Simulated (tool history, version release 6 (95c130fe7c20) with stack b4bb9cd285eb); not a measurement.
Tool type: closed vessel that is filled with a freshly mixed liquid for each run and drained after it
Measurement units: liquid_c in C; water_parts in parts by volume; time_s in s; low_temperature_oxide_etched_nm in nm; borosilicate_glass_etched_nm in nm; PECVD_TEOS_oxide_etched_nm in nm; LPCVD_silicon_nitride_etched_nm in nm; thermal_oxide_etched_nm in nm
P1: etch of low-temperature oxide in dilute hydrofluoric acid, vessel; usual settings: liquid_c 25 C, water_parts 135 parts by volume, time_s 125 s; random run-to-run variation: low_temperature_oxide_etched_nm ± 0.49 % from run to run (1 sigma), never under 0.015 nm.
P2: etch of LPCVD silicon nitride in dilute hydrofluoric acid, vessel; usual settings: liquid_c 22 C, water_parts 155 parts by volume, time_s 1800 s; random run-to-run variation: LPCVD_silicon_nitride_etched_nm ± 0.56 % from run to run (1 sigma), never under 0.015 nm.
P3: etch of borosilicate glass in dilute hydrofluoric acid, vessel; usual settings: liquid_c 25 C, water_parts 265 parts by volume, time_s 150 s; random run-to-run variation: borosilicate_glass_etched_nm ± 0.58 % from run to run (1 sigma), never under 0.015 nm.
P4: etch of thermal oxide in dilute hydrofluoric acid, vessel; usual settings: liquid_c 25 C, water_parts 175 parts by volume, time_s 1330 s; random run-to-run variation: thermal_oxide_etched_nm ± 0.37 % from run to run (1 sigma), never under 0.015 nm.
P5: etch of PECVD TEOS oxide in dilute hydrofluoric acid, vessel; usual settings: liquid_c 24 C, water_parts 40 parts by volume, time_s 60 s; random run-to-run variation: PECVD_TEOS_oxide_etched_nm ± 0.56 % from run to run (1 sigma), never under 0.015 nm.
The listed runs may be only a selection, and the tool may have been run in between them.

| run | hour | process | liquid_c | water_parts | time_s | hours since the thermometer was replaced | hours since the hydrofluoric acid flow meter was replaced | low_temperature_oxide_etched_nm | borosilicate_glass_etched_nm | PECVD_TEOS_oxide_etched_nm | LPCVD_silicon_nitride_etched_nm | thermal_oxide_etched_nm |
|---|---|---|---|---|---|---|---|---|---|---|---|---|
| 1 | 7.8 | P1 | 25 | 135 | 125 | 2059.3 | 313.4 | 13.812 |  |  |  |  |
| 2 | 17.8 | P1 | 25 | 135 | 30 | 2069.3 | 323.4 | 3.2911 |  |  |  |  |
| 3 | 27.6 | P3 | 25 | 265 | 150 | 2079.1 | 333.2 |  | 14.952 |  |  |  |
| 4 | 34.7 | P5 | 24 | 65 | 60 | 2086.2 | 340.3 |  |  | 28.12 |  |  |
| 5 | 46 | P5 | 24 | 40 | 60 | 2097.5 | 351.6 |  |  | 47.058 |  |  |
| 6 | 55.5 | P5 | 28 | 40 | 60 | 2107 | 361.1 |  |  | 55.765 |  |  |
| 7 | 66.4 | P2 | 22 | 155 | 3070 | 2117.9 | 372 |  |  |  | 7.5959 |  |
| 8 | 75.8 | P5 | 24 | 40 | 100 | 2127.3 | 381.4 |  |  | 79.155 |  |  |
| 9 | 85.8 | P2 | 17 | 155 | 1800 | 2137.3 | 391.4 |  |  |  | 3.2466 |  |
| 10 | 93.6 | P1 | 25 | 235 | 125 | 2145.1 | 399.2 | 7.0892 |  |  |  |  |
| 11 | 104.8 | P1 | 25 | 40 | 125 | 2156.3 | 410.4 | 52.595 |  |  |  |  |
| 12 | 111.8 | P2 | 22 | 155 | 1800 | 2163.3 | 417.4 |  |  |  | 4.4972 |  |
| 13 | 120.5 | P1 | 17 | 135 | 125 | 2172 | 426.1 | 9.9418 |  |  |  |  |
| 14 | 130.6 | P4 | 20 | 175 | 1330 | 2182.1 | 436.2 |  |  |  |  | 29.078 |
|  | 133 | thermometer replaced |
| 15 | 136.7 | P1 | 32 | 135 | 125 | 3.8 | 442.3 | 17.774 |  |  |  |  |
| 16 | 148.5 | P1 | 25 | 135 | 125 | 15.6 | 454.1 | 13.81 |  |  |  |  |
| 17 | 157.6 | P3 | 32.5 | 265 | 150 | 24.7 | 463.2 |  | 18.971 |  |  |  |
| 18 | 165.1 | P2 | 22 | 155 | 1800 | 32.2 | 470.7 |  |  |  | 4.4544 |  |
| 19 | 177 | P4 | 25 | 50 | 1330 | 44.1 | 482.6 |  |  |  |  | 142.77 |
| 20 | 186.3 | P2 | 22 | 225 | 1800 | 53.4 | 491.9 |  |  |  | 3.1174 |  |
| 21 | 197.5 | P3 | 25 | 370 | 150 | 64.6 | 503.1 |  | 9.6415 |  |  |  |
| 22 | 202.7 | P1 | 25 | 135 | 125 | 69.8 | 508.3 | 13.915 |  |  |  |  |
| 23 | 208 | P1 | 25 | 135 | 195 | 75.1 | 513.6 | 21.445 |  |  |  |  |
| 24 | 216.4 | P1 | 25 | 135 | 125 | 83.5 | 522 | 13.836 |  |  |  |  |
| 25 | 227.4 | P3 | 25 | 265 | 150 | 94.5 | 533 |  | 14.956 |  |  |  |
| 26 | 239 | P4 | 25 | 175 | 1330 | 106.1 | 544.6 |  |  |  |  | 35.131 |

For run 27, what comes out?
| 27 | 250.3 | P5 | 24 | 40 | 60 | 117.4 | 555.9 |  |  | ? |  |  |

Run 27 came out at PECVD_TEOS_oxide_etched_nm 46.947 nm.
